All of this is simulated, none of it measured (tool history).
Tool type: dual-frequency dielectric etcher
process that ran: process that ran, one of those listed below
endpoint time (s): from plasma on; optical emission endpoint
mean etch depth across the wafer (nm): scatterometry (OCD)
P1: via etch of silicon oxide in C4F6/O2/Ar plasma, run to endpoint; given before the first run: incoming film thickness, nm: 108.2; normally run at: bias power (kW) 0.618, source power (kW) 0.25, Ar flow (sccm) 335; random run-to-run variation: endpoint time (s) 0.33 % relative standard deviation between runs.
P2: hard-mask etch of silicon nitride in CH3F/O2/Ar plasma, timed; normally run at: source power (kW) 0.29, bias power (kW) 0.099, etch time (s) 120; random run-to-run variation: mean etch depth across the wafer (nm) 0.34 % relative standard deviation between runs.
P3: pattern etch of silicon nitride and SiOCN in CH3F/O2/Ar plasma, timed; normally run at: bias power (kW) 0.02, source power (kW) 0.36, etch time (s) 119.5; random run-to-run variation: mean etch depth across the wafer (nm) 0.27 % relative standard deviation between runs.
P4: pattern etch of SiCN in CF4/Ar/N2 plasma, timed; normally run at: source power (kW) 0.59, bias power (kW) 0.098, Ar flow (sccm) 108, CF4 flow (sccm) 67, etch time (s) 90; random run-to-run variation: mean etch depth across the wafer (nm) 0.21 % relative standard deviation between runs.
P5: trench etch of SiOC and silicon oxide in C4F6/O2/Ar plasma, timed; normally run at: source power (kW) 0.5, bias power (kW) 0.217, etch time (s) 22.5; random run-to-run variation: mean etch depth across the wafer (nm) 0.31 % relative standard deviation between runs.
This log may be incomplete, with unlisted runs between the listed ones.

run,hour,process that ran,bias power (kW),source power (kW),Ar flow (sccm),etch time (s),CF4 flow (sccm),endpoint time (s),mean etch depth across the wafer (nm)
1,7.6,P1,0.618,0.25,335,,,27.057,
2,15.5,P1,0.618,0.25,335,,,27.067,
3,23.6,P1,0.618,0.25,335,,,27.202,
4,32.6,P2,0.099,0.29,,120,,,85.813
5,46.1,P1,0.618,0.15,335,,,32.86,
6,53.5,P4,0.136,0.59,108,90,67,,123.49
7,59.4,P4,0.098,0.59,108,90,67,,110
8,67.4,P5,0.217,0.5,,22.5,,,52.534
9,80.7,P5,0.217,0.5,,22.5,,,52.251
10,92.3,P3,0.02,0.36,,119.5,,,14.559
11,103.7,P3,0.014,0.36,,119.5,,,12.607
12,113,P4,0.098,0.59,108,133,67,,161.59
13,124,P1,0.618,0.25,449,,,27.864,
14,132.8,P1,0.618,0.25,241,,,26.09,
15,140.6,P3,0.02,0.27,,119.5,,,13.218
16,149,P1,0.807,0.25,335,,,24.285,
17,158.8,P3,0.02,0.36,,67.5,,,8.2455
18,166.9,P1,0.843,0.25,216,,,22.705,
19,178.5,P2,0.078,0.29,,120,,,78.172
20,184.7,P3,0.02,0.36,,119.5,,,14.543
21,192.7,P4,0.098,0.59,129,90,67,,106.82
22,205.5,P2,0.099,0.29,,120,,,85.287
# hour 206.5: Ar flow controller replaced
23,213.7,P4,0.098,0.34,108,90,67,,68.007
24,223.7,P2,0.099,0.29,,68,,,48.522
25,234.9,P4,0.098,0.59,108,90,82,,112.74
26,241.5,P2,0.099,0.18,,120,,,72.126
27,252.3,P5,0.217,0.68,,22.5,,,58.911
28,259.5,P5,0.217,0.5,,16.5,,,38.265
29,268,P1,0.618,0.25,335,,,27.094,
30,281.2,P1,0.618,0.25,335,,,27.133,
31,289.5,P5,0.287,0.5,,22.5,,,57.321
32,296.3,P1,0.408,0.25,335,,,31.913,
33,309.2,P1,0.618,0.3,335,,,25.453,
34,317.2,P1,0.618,0.25,335,,,27.072,
35,323.5,P1,0.618,0.25,335,,,27.088,
36,332.6,P1,0.618,0.25,335,,,26.706,
37,340.8,P1,0.618,0.25,335,,,26.773,
38,352.2,P1,0.618,0.25,335,,,26.67,
# hour 363.7: Ar flow controller replaced
39,364.4,P1,0.618,0.25,335,,,26.604,
# hour 371.5: wet clean of the chamber
40,372.2,P1,0.618,0.25,335,,,26.617,
41,378.5,P1,0.618,0.25,335,,,26.556,
42,387.3,P1,0.618,0.25,335,,,26.728,
43,393.5,P1,0.618,0.25,335,,,26.665,

What P1 gives has crept away from where it was. These 2 causes fit the log equally well, each at the size given:
A: source power that arrives over what is set, % = 4.65
B: bias power that arrives over what is set, % = 4.28
Creep in the process output first set in at about hour 317.2.
Ruled out, with reasons:
chamber walls in a state that raises the etch rate, %: was serviced at hour 371.5, once the creep was under way, yet the earlier output never came back
Ar flow that arrives under what is set, %: was serviced at hour 363.7, once the creep was under way, yet the earlier output never came back

Which of the 4 check runs listed below separates the causes, so that each cause would produce a clearly different result? Each run uses one wafer, and its results are marked with question marks.
check 1,399.7,P3,0.02,0.36,,80,,,?
check 2,399.7,P4,0.098,0.45,108,90,67,,?
check 3,399.7,P5,0.217,0.67,,22.5,,,?
check 4,399.7,P2,0.099,0.23,,99.5,,,?

What every check run would give for each of its results, assuming each possible cause in turn:
check,result,if A,if B
check 1,mean etch depth across the wafer (nm),9.9201,9.9464
check 2,mean etch depth across the wafer (nm),90.208,88.086
check 3,mean etch depth across the wafer (nm),59.503,59.245
check 4,mean etch depth across the wafer (nm),66.259,66.207
Separation of the two closest causes in each check, using whichever result separates them best: check 1 0.26 %; check 2 2.38 %; check 3 0.44 %; check 4 0.08 %
Of the check runs offered, only check 2 discriminates between the causes; the rest would read about the same regardless of which cause applies.

Here is what check 2 returned: mean etch depth across the wafer (nm) 90.375. Which cause is it?

It is A: source power that arrives over what is set, %.

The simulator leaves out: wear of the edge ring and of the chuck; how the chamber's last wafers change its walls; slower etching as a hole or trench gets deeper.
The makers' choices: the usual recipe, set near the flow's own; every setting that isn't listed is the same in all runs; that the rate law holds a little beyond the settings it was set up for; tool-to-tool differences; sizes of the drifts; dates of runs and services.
